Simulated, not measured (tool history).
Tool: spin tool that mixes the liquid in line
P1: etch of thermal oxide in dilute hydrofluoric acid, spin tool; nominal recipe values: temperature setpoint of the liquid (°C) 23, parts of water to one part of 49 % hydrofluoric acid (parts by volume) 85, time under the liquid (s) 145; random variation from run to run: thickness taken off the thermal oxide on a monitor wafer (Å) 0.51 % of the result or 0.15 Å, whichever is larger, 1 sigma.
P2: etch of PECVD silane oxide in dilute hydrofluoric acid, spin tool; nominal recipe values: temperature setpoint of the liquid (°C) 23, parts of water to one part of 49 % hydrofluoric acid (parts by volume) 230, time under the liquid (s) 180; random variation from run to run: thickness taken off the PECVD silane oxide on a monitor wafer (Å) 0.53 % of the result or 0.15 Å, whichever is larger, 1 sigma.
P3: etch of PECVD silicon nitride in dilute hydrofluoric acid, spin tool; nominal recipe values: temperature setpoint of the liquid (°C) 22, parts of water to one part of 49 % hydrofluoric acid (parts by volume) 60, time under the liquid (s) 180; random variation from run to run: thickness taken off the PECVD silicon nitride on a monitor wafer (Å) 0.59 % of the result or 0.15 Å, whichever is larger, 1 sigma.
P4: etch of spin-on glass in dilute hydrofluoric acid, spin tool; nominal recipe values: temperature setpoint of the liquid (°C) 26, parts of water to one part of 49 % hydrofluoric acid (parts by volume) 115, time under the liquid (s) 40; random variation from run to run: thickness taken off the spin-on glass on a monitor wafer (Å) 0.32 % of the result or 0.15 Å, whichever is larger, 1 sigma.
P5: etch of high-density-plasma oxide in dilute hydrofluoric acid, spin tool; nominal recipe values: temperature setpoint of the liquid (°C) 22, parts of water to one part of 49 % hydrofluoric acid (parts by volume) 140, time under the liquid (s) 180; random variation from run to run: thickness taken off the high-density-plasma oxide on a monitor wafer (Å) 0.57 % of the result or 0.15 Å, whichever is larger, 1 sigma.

run   hour  process that ran  temperature setpoint of the liquid (°C)  parts of water to one part of 49 % hydrofluoric acid (parts by volume)  time under the liquid (s)  thickness taken off the thermal oxide on a monitor wafer (Å)  thickness taken off the spin-on glass on a monitor wafer (Å)  thickness taken off the PECVD silicon nitride on a monitor wafer (Å)  thickness taken off the high-density-plasma oxide on a monitor wafer (Å)  thickness taken off the PECVD silane oxide on a monitor wafer (Å)
  1    3.7                P1                                       23                                                                      85                        145                                                        78.203
  2    7.5                P1                                     27.5                                                                     145                        145                                                        50.481
  3   10.7                P1                                       23                                                                      85                        145                                                        78.025
  4   13.4                P1                                       23                                                                      20                        145                                                        361.37
  5   16.5                P4                                       32                                                                     115                         40                                                                                                                      136.43
  6   21.4                P3                                       22                                                                      60                        355                                                                                                                                                                                            88.097
  7   25.5                P1                                       23                                                                     140                        205                                                        63.202
  8   29.4                P4                                       26                                                                     210                         40                                                                                                                      53.255
  9   32.7                P4                                       26                                                                     115                         40                                                                                                                      108.34
 10   35.4                P1                                       23                                                                      85                        145                                                        77.972
 11     38                P5                                       22                                                                      65                        180                                                                                                                                                                                                                                                                       137.7
 12   42.6                P4                                       26                                                                     115                         15                                                                                                                      40.488
 13   45.6                P2                                       23                                                                     230                        360                                                                                                                                                                                                                                                                                                                                         202.12
 14   50.6                P2                                     30.5                                                                     230                        180                                                                                                                                                                                                                                                                                                                                         131.23
 15   54.8                P3                                       22                                                                      60                        180                                                                                                                                                                                             44.66
 16   57.2                P3                                       22                                                                     105                        180                                                                                                                                                                                            25.407
 17   59.6                P5                                       17                                                                     140                        180                                                                                                                                                                                                                                                                      48.135
 18   62.9                P1                                       17                                                                      85                        145                                                        60.792
 19   66.4                P2                                       23                                                                      55                        180                                                                                                                                                                                                                                                                                                                                         511.71
 20   71.1                P1                                       23                                                                      85                         75                                                        40.249
 21   74.2                P1                                       23                                                                      85                        145                                                        78.898
 22   78.9                P5                                       22                                                                     140                        180                                                                                                                                                                                                                                                                      59.142
 23   83.6                P1                                       23                                                                     140                        145                                                         44.53
 24   88.4                P1                                       23                                                                      85                        255                                                        137.17
 25   92.4                P5                                       22                                                                     140                        350                                                                                                                                                                                                                                                                      114.64
 26   96.5                P1                                       23                                                                      85                        145                                                         78.69
 27  100.7                P2                                       23                                                                     230                        180                                                                                                                                                                                                                                                                                                                                         99.937
 28  105.2                P1                                     28.5                                                                      85                        145                                                        96.898
 29  109.9                P3                                     17.5                                                                      60                        180                                                                                                                                                                                            32.921
 30  112.3                P1                                       23                                                                      85                        145                                                        78.746
 31  115.3                P1                                       23                                                                      85                        145                                                        76.155
 32  118.5                P1                                       23                                                                      85                        145                                                        74.165
 33  122.3                P1                                       23                                                                      85                        145                                                        73.775
 34  126.5                P1                                       23                                                                      85                        145                                                        74.031
 35  130.7                P1                                       23                                                                      85                        145                                                        72.453
 36  133.3                P1                                       23                                                                      85                        145                                                        71.476
 37    136                P1                                       23                                                                      85                        145                                                        72.709
 38  140.1                P1                                       23                                                                      85                        145                                                        72.218
 39    143                P1                                       23                                                                      85                        145                                                        71.666

P1 has crept away from where it was. The log is fitted equally well by each of these 2 causes, at the sizes shown:
A: hydrofluoric acid flow below the setpoint (%) = 7.01
B: liquid colder than its thermometer reads (K) = 1.98
Creep in the process output first set in at about hour 112.3.

Which of the 4 check runs listed below separates the causes, so that each cause would produce a clearly different result? Each run uses one wafer, and its results are marked with question marks.
check 1  145.9                P5                                       17                                                                     140                        320                                                                                                                                                                                                                                                                           ?
check 2  145.9                P4                                       26                                                                     175                         15                                                                                                                           ?
check 3  145.9                P2                                       23                                                                      75                        330                                                                                                                                                                                                                                                                                                                                              ?
check 4  145.9                P3                                       22                                                                      60                        325                                                                                                                                                                                                 ?

Expected result of each check under each candidate cause:
  check                                                                    result    if A    if B
check 1  thickness taken off the high-density-plasma oxide on a monitor wafer (Å)  79.022  79.064
check 2              thickness taken off the spin-on glass on a monitor wafer (Å)  22.789  23.115
check 3         thickness taken off the PECVD silane oxide on a monitor wafer (Å)  620.07  619.06
check 4      thickness taken off the PECVD silicon nitride on a monitor wafer (Å)  74.979  70.269
Gap, in per cent, between the two causes that each check separates least, read from the result that separates them most: check 1 0.05 %; check 2 1.42 %; check 3 0.16 %; check 4 6.49 %
Check 4 distinguishes between the causes, while the remaining checks would return nearly the same result for all of them.

Check 4 was carried out, with these results: thickness taken off the PECVD silicon nitride on a monitor wafer (Å) 75.278. Which of the listed causes is responsible?

The cause is A: hydrofluoric acid flow below the setpoint (%).

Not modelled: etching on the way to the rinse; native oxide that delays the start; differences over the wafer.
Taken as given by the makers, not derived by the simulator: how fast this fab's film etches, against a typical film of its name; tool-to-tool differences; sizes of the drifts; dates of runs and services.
